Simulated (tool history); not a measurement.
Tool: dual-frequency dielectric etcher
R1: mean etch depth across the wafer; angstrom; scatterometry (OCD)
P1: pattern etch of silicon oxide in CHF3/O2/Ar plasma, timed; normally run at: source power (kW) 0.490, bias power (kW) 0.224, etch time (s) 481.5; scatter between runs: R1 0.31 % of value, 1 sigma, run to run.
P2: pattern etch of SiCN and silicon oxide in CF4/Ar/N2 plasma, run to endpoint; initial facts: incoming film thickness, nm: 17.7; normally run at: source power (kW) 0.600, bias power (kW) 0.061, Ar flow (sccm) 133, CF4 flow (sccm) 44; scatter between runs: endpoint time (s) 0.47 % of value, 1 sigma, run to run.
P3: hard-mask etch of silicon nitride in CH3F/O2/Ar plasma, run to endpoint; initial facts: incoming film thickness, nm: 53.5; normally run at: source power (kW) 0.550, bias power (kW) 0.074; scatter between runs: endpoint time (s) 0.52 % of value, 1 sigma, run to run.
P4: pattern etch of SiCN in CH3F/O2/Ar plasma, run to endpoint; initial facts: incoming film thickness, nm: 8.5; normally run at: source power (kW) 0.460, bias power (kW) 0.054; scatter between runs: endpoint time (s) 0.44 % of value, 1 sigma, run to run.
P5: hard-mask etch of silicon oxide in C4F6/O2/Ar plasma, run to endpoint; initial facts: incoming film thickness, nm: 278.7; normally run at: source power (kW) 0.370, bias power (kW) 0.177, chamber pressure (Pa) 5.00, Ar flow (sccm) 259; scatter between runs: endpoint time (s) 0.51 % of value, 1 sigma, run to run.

run 1 hour=5.2 | process_that_ran=P1 source_power_(kW)=0.490 bias_power_(kW)=0.224 etch_time_(s)=481.5 | R1=9421.4
run 2 hour=10.7 | process_that_ran=P3 source_power_(kW)=0.550 bias_power_(kW)=0.074 | endpoint_time_(s)=66.841
run 3 hour=16.0 | process_that_ran=P1 source_power_(kW)=0.490 bias_power_(kW)=0.146 etch_time_(s)=481.5 | R1=8062.2
run 4 hour=19.1 | process_that_ran=P2 source_power_(kW)=0.600 bias_power_(kW)=0.061 Ar_flow_(sccm)=133 CF4_flow_(sccm)=60 | endpoint_time_(s)=18.388
run 5 hour=25.5 | process_that_ran=P4 source_power_(kW)=0.460 bias_power_(kW)=0.054 | endpoint_time_(s)=24.995
run 6 hour=30.3 | process_that_ran=P1 source_power_(kW)=0.490 bias_power_(kW)=0.224 etch_time_(s)=481.5 | R1=9401.8
run 7 hour=34.2 | process_that_ran=P1 source_power_(kW)=0.490 bias_power_(kW)=0.224 etch_time_(s)=297.5 | R1=5770.6
run 8 hour=38.8 | process_that_ran=P1 source_power_(kW)=0.490 bias_power_(kW)=0.224 etch_time_(s)=481.5 | R1=9464.9
run 9 hour=42.0 | process_that_ran=P1 source_power_(kW)=0.490 bias_power_(kW)=0.224 etch_time_(s)=481.5 | R1=9386.5
run 10 hour=45.8 | process_that_ran=P1 source_power_(kW)=0.490 bias_power_(kW)=0.224 etch_time_(s)=481.5 | R1=9391.1
run 11 hour=50.9 | process_that_ran=P1 source_power_(kW)=0.320 bias_power_(kW)=0.224 etch_time_(s)=481.5 | R1=8068.9
run 12 hour=54.2 | process_that_ran=P2 source_power_(kW)=0.600 bias_power_(kW)=0.076 Ar_flow_(sccm)=133 CF4_flow_(sccm)=44 | endpoint_time_(s)=18.026
run 13 hour=57.9 | process_that_ran=P2 source_power_(kW)=0.350 bias_power_(kW)=0.061 Ar_flow_(sccm)=133 CF4_flow_(sccm)=44 | endpoint_time_(s)=31.181
run 14 hour=61.9 | process_that_ran=P5 source_power_(kW)=0.370 bias_power_(kW)=0.177 Ar_flow_(sccm)=259 chamber_pressure_(Pa)=5.00 | endpoint_time_(s)=93.961
run 15 hour=65.3 | process_that_ran=P4 source_power_(kW)=0.460 bias_power_(kW)=0.035 | endpoint_time_(s)=28.397
run 16 hour=70.3 | process_that_ran=P5 source_power_(kW)=0.370 bias_power_(kW)=0.130 Ar_flow_(sccm)=259 chamber_pressure_(Pa)=5.00 | endpoint_time_(s)=102.340
run 17 hour=75.2 | process_that_ran=P2 source_power_(kW)=0.600 bias_power_(kW)=0.061 Ar_flow_(sccm)=133 CF4_flow_(sccm)=44 | endpoint_time_(s)=19.634
run 18 hour=79.8 | process_that_ran=P2 source_power_(kW)=0.600 bias_power_(kW)=0.061 Ar_flow_(sccm)=133 CF4_flow_(sccm)=44 | endpoint_time_(s)=19.585
run 19 hour=84.0 | process_that_ran=P2 source_power_(kW)=0.600 bias_power_(kW)=0.061 Ar_flow_(sccm)=86 CF4_flow_(sccm)=44 | endpoint_time_(s)=18.029
run 20 hour=90.1 | process_that_ran=P1 source_power_(kW)=0.490 bias_power_(kW)=0.277 etch_time_(s)=481.5 | R1=10153.0
run 21 hour=93.8 | process_that_ran=P3 source_power_(kW)=0.780 bias_power_(kW)=0.074 | endpoint_time_(s)=58.873
run 22 hour=100.0 | process_that_ran=P1 source_power_(kW)=0.490 bias_power_(kW)=0.273 etch_time_(s)=327.5 | R1=6864.0
run 23 hour=104.5 | process_that_ran=P5 source_power_(kW)=0.370 bias_power_(kW)=0.177 Ar_flow_(sccm)=259 chamber_pressure_(Pa)=6.33 | endpoint_time_(s)=95.932
run 24 hour=110.3 | process_that_ran=P4 source_power_(kW)=0.360 bias_power_(kW)=0.054 | endpoint_time_(s)=27.251
run 25 hour=113.4 | process_that_ran=P3 source_power_(kW)=0.550 bias_power_(kW)=0.052 | endpoint_time_(s)=75.217
run 26 hour=118.7 | process_that_ran=P1 source_power_(kW)=0.490 bias_power_(kW)=0.224 etch_time_(s)=481.5 | R1=9400.1
run 27 hour=123.8 | process_that_ran=P1 source_power_(kW)=0.490 bias_power_(kW)=0.224 etch_time_(s)=711.5 | R1=13859.0
run 28 hour=127.6 | process_that_ran=P5 source_power_(kW)=0.260 bias_power_(kW)=0.177 Ar_flow_(sccm)=259 chamber_pressure_(Pa)=5.00 | endpoint_time_(s)=107.760
run 29 hour=133.3 | process_that_ran=P5 source_power_(kW)=0.370 bias_power_(kW)=0.177 Ar_flow_(sccm)=342 chamber_pressure_(Pa)=5.00 | endpoint_time_(s)=97.998
run 30 hour=138.8 | process_that_ran=P1 source_power_(kW)=0.660 bias_power_(kW)=0.224 etch_time_(s)=481.5 | R1=10543.0
run 31 hour=144.5 | process_that_ran=P1 source_power_(kW)=0.490 bias_power_(kW)=0.224 etch_time_(s)=481.5 | R1=9424.3
run 32 hour=150.2 | process_that_ran=P1 source_power_(kW)=0.490 bias_power_(kW)=0.224 etch_time_(s)=481.5 | R1=9480.0
run 33 hour=154.2 | process_that_ran=P1 source_power_(kW)=0.490 bias_power_(kW)=0.224 etch_time_(s)=481.5 | R1=9516.7
run 34 hour=159.5 | process_that_ran=P1 source_power_(kW)=0.490 bias_power_(kW)=0.224 etch_time_(s)=481.5 | R1=9522.3
run 35 hour=165.1 | process_that_ran=P1 source_power_(kW)=0.490 bias_power_(kW)=0.224 etch_time_(s)=481.5 | R1=9546.9
run 36 hour=168.0 | process_that_ran=P1 source_power_(kW)=0.490 bias_power_(kW)=0.224 etch_time_(s)=481.5 | R1=9585.0
run 37 hour=174.2 | process_that_ran=P1 source_power_(kW)=0.490 bias_power_(kW)=0.224 etch_time_(s)=481.5 | R1=9517.8

Forecast run 38:
-- hour=176.1 wet clean of the chamber
run 38 hour=180.4 | process_that_ran=P1 source_power_(kW)=0.490 bias_power_(kW)=0.224 etch_time_(s)=481.5 | R1=?

Run 38 produced R1 9491.7 angstrom.

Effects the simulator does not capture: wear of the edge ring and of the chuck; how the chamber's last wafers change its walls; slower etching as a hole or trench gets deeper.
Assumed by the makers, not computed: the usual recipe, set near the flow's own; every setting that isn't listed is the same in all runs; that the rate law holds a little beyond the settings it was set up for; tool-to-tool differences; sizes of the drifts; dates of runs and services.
